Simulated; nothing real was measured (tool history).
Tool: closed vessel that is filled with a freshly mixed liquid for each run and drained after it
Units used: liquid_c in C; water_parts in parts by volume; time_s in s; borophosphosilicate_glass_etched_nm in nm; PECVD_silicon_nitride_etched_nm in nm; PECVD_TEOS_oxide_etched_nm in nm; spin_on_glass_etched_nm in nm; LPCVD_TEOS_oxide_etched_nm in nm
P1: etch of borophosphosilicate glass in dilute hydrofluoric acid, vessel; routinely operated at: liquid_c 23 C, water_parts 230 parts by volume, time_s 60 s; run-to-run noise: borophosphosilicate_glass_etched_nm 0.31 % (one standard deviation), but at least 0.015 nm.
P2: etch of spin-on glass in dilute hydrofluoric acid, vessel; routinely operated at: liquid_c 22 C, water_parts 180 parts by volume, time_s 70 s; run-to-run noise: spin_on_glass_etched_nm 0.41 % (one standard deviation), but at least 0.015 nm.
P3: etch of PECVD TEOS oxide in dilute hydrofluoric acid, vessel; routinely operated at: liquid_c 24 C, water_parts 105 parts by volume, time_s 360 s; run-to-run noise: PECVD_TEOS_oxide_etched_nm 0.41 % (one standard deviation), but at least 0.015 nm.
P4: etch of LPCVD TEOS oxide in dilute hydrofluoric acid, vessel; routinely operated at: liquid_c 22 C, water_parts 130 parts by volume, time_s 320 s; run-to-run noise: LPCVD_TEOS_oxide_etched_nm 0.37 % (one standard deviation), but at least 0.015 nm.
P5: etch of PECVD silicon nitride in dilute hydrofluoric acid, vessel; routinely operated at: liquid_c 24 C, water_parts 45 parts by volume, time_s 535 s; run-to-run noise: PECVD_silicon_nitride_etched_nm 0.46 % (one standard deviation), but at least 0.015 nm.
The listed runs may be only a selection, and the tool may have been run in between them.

| run | hour | process | liquid_c | water_parts | time_s | borophosphosilicate_glass_etched_nm | PECVD_silicon_nitride_etched_nm | PECVD_TEOS_oxide_etched_nm | spin_on_glass_etched_nm | LPCVD_TEOS_oxide_etched_nm |
|---|---|---|---|---|---|---|---|---|---|---|
| 1 | 7.7 | P1 | 23 | 230 | 60 | 18.361 |  |  |  |  |
| 2 | 20.2 | P5 | 24 | 45 | 800 |  | 29.146 |  |  |  |
| 3 | 28.4 | P3 | 24 | 30 | 360 |  |  | 133.03 |  |  |
| 4 | 34.5 | P1 | 23 | 230 | 60 | 18.41 |  |  |  |  |
| 5 | 42.7 | P5 | 24 | 20 | 535 |  | 43.064 |  |  |  |
| 6 | 49.3 | P2 | 22 | 180 | 35 |  |  |  | 5.4128 |  |
| 7 | 62.1 | P1 | 23 | 145 | 60 | 31.887 |  |  |  |  |
| 8 | 71.1 | P2 | 22 | 180 | 70 |  |  |  | 10.768 |  |
| 9 | 79 | P1 | 23 | 230 | 60 | 18.356 |  |  |  |  |
| 10 | 87.9 | P1 | 28.5 | 230 | 60 | 22.233 |  |  |  |  |
| 11 | 98.8 | P3 | 24 | 105 | 360 |  |  | 34.488 |  |  |
| 12 | 105.3 | P5 | 24 | 45 | 535 |  | 19.536 |  |  |  |
| 13 | 115.3 | P4 | 30.5 | 130 | 320 |  |  |  |  | 80.762 |
| 14 | 128.5 | P4 | 22 | 130 | 320 |  |  |  |  | 58.092 |
| 15 | 134.3 | P1 | 23 | 230 | 110 | 33.531 |  |  |  |  |
| 16 | 143.8 | P1 | 17 | 230 | 60 | 14.626 |  |  |  |  |
| 17 | 153.3 | P1 | 23 | 230 | 60 | 18.381 |  |  |  |  |
| 18 | 160 | P1 | 23 | 230 | 30 | 9.175 |  |  |  |  |
| 19 | 171.4 | P1 | 23 | 230 | 60 | 18.364 |  |  |  |  |
| 20 | 180.3 | P4 | 22 | 130 | 320 |  |  |  |  | 58.294 |
| 21 | 189.2 | P3 | 24 | 105 | 30 |  |  | 2.8723 |  |  |
| 22 | 199.1 | P4 | 22 | 130 | 30 |  |  |  |  | 5.4918 |
| 23 | 205.7 | P3 | 17 | 105 | 360 |  |  | 26.056 |  |  |
| 24 | 214.2 | P4 | 22 | 40 | 320 |  |  |  |  | 211.15 |
| 25 | 223.7 | P2 | 29.5 | 180 | 70 |  |  |  | 14.242 |  |
| 26 | 235.4 | P1 | 23 | 320 | 60 | 12.103 |  |  |  |  |
| 27 | 242.1 | P5 | 17 | 45 | 535 |  | 12.007 |  |  |  |
| 28 | 251.1 | P1 | 29 | 230 | 115 | 43.564 |  |  |  |  |
| 29 | 259 | P2 | 22 | 300 | 70 |  |  |  | 5.7516 |  |
| 30 | 265.1 | P1 | 23 | 230 | 60 | 18.401 |  |  |  |  |
| 31 | 272.7 | P1 | 23 | 230 | 60 | 18.061 |  |  |  |  |
| 32 | 278.9 | P1 | 23 | 230 | 60 | 17.817 |  |  |  |  |
| 33 | 291.6 | P1 | 23 | 230 | 60 | 17.675 |  |  |  |  |
| 34 | 303.7 | P1 | 23 | 230 | 60 | 17.467 |  |  |  |  |
| 35 | 316 | P1 | 23 | 230 | 60 | 17.252 |  |  |  |  |
| 36 | 322.8 | P1 | 23 | 230 | 60 | 17.392 |  |  |  |  |
| 37 | 335 | P1 | 23 | 230 | 60 | 17.302 |  |  |  |  |
| 38 | 343.9 | P1 | 23 | 230 | 60 | 17.28 |  |  |  |  |
| 39 | 353.1 | P1 | 23 | 230 | 60 | 17.295 |  |  |  |  |

The log shows P1 creeping away from where it was. Any of the 2 causes listed here, at the size stated for it, fits the log just as well as the others:
A: liquid colder than its thermometer reads (K) = 1.65
B: hydrofluoric acid flow below the setpoint (%) = 4.8
The creep began at about hour 265.1.

Question marks stand in for the results of the 4 check runs listed below, each run on one wafer. Under which run would the listed causes show clearly different results?
| check 1 | 362.3 | P2 | 27 | 260 | 70 |  |  |  | ? |  |
| check 2 | 362.3 | P5 | 19.5 | 45 | 535 |  | ? |  |  |  |
| check 3 | 362.3 | P4 | 30 | 85 | 320 |  |  |  |  | ? |
| check 4 | 362.3 | P3 | 17 | 105 | 30 |  |  | ? |  |  |

Outcome of each check run for each possible cause:
| check | result | if A | if B |
|---|---|---|---|
| check 1 | spin_on_glass_etched_nm | 7.7744 | 7.7277 |
| check 2 | PECVD_silicon_nitride_etched_nm | 12.81 | 13.715 |
| check 3 | LPCVD_TEOS_oxide_etched_nm | 120.96 | 121.89 |
| check 4 | PECVD_TEOS_oxide_etched_nm | 2.0184 | 2.0496 |
Separation of the two closest causes in each check, using whichever result separates them best: check 1 0.6 %; check 2 6.83 %; check 3 0.77 %; check 4 1.53 %
Only check 2 tells the causes apart: in the others they would give nearly the same result.

After running check 2, the following was obtained: PECVD_silicon_nitride_etched_nm 12.775 nm. Which cause does this point to?

A is the cause: liquid colder than its thermometer reads (K).
